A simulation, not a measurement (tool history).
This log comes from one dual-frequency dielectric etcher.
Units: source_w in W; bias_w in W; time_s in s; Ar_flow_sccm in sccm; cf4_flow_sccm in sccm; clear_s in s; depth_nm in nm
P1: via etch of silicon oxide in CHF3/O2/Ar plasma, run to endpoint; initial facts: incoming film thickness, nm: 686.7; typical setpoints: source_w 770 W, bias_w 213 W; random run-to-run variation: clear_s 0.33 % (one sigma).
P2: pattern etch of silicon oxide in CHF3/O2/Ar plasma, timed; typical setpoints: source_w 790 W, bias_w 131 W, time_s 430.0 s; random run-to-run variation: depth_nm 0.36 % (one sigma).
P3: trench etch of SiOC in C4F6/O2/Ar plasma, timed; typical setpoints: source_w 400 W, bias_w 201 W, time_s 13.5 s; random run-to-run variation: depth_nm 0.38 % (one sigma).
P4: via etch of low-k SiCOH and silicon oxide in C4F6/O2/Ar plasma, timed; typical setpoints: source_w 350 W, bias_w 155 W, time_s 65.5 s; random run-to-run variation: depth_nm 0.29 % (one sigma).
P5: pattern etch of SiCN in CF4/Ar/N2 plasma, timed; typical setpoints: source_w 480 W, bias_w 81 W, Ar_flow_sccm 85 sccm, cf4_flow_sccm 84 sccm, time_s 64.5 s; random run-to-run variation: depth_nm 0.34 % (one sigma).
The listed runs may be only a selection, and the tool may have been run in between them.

run,day,process,source_w,bias_w,time_s,Ar_flow_sccm,cf4_flow_sccm,hours since the last wet clean,hours since the last source power generator calibration,hours since the last bias power generator calibration,clear_s,depth_nm
1,0.338,P1,770,213,,,,73.7,2630.7,1389.2,294.39,
2,0.558,P2,960,131,430.0,,,79.0,2636.0,1394.5,,915.730
3,0.954,P1,570,213,,,,88.5,2645.5,1404.0,329.52,
4,1.271,P3,400,154,13.5,,,96.1,2653.1,1411.6,,27.555
5,1.488,P5,480,59,64.5,85,84,101.3,2658.3,1416.8,,57.278
6,1.696,P3,400,201,13.5,,,106.3,2663.3,1421.8,,29.880
7,1.875,P2,790,131,236.5,,,110.6,2667.6,1426.1,,465.960
8,2.154,P5,480,81,64.5,85,84,117.3,2674.3,1432.8,,63.444
9,2.438,P1,770,213,,,,124.1,2681.1,1439.6,294.25,
10,2.675,P3,540,201,13.5,,,129.8,2686.8,1445.3,,33.571
11,2.958,P1,930,213,,,,136.6,2693.6,1452.1,274.03,
12,3.267,P1,770,213,,,,144.0,2701.0,1459.5,295.07,
13,3.662,P2,790,180,430.0,,,153.5,2710.5,1469.0,,940.850
14,3.962,P4,350,155,65.5,,,160.7,2717.7,1476.2,,156.630
# day 4.167: wet clean of the chamber
15,4.288,P2,790,131,430.0,,,2.9,2725.5,1484.0,,845.050
16,4.533,P5,480,81,87.0,85,84,8.8,2731.4,1489.9,,85.601
17,4.762,P1,770,140,,,,14.3,2736.9,1495.4,336.34,
18,5.012,P5,480,81,64.5,106,84,20.3,2742.9,1501.4,,61.041
19,5.338,P2,790,131,430.0,,,28.1,2750.7,1509.2,,849.540
20,5.554,P1,770,213,,,,33.3,2755.9,1514.4,294.28,
21,5.962,P5,480,81,64.5,85,84,43.1,2765.7,1524.2,,62.960
22,6.188,P4,350,155,65.5,,,48.5,2771.1,1529.6,,157.010
23,6.542,P1,770,213,,,,57.0,2779.6,1538.1,292.92,
24,6.812,P4,350,155,90.5,,,63.5,2786.1,1544.6,,216.840
25,7.183,P5,480,81,64.5,85,114,72.4,2795.0,1553.5,,65.560
26,7.362,P5,600,81,64.5,85,84,76.7,2799.3,1557.8,,76.973
27,7.571,P4,260,155,65.5,,,81.7,2804.3,1562.8,,139.100
28,7.767,P1,770,262,,,,86.4,2809.0,1567.5,272.94,
29,8.004,P4,350,190,65.5,,,92.1,2814.7,1573.2,,167.300
30,8.396,P3,400,201,20.0,,,101.5,2824.1,1582.6,,44.061
31,8.767,P1,620,270,,,,110.4,2833.0,1591.5,292.94,
32,9.067,P3,400,201,13.5,,,117.6,2840.2,1598.7,,29.873
33,9.450,P1,770,213,,,,126.8,2849.4,1607.9,293.43,
34,9.658,P1,770,213,,,,131.8,2854.4,1612.9,295.16,
35,10.042,P1,770,213,,,,141.0,2863.6,1622.1,296.06,
36,10.275,P1,770,213,,,,146.6,2869.2,1627.7,297.07,
# day 10.579: wet clean of the chamber
37,10.638,P1,770,213,,,,1.4,2877.9,1636.4,298.62,
38,10.892,P1,770,213,,,,7.5,2884.0,1642.5,297.87,
39,11.300,P1,770,213,,,,17.3,2893.8,1652.3,297.63,
40,11.621,P1,770,213,,,,25.0,2901.5,1660.0,296.84,
41,11.954,P1,770,213,,,,33.0,2909.5,1668.0,299.62,
42,12.279,P1,770,213,,,,40.8,2917.3,1675.8,298.27,
43,12.525,P1,770,213,,,,46.7,2923.2,1681.7,299.24,

P1 has crept away from where it was. The log is fitted equally well by each of these 2 causes, at the sizes shown:
A: source power that arrives under what is set, % = 4.28
B: bias power that arrives under what is set, % = 4.77
The creep began at about day 9.450.
Ruled out, with reasons:
chamber walls in a state that lowers the etch rate, %: its service at day 10.579 followed the start of the drift and did not put the process back to its old value

Of the 4 check runs below, each run on 2 wafers with the results averaged and each result still a question mark, which one would tell the listed causes apart?
check 1,12.771,P2,790,131,430.0,,,,,,,?
check 2,12.771,P3,400,201,13.5,,,,,,,?
check 3,12.771,P5,480,81,64.5,85,84,,,,,?
check 4,12.771,P4,350,155,65.5,,,,,,,?

Check results expected under each cause:
check,result,if A,if B
check 1,depth_nm,832.830,834.720
check 2,depth_nm,29.350,29.384
check 3,depth_nm,60.811,62.175
check 4,depth_nm,154.250,154.580
Minimum pairwise separation of causes per check, each pair taken at its best-separating result: check 1 0.23 %; check 2 0.12 %; check 3 2.22 %; check 4 0.21 %
Check 3 distinguishes between the causes, while the remaining checks would return nearly the same result for all of them.

Here is what check 3 returned: depth_nm 60.965 nm. Which cause is it?

It is A: source power that arrives under what is set, %.

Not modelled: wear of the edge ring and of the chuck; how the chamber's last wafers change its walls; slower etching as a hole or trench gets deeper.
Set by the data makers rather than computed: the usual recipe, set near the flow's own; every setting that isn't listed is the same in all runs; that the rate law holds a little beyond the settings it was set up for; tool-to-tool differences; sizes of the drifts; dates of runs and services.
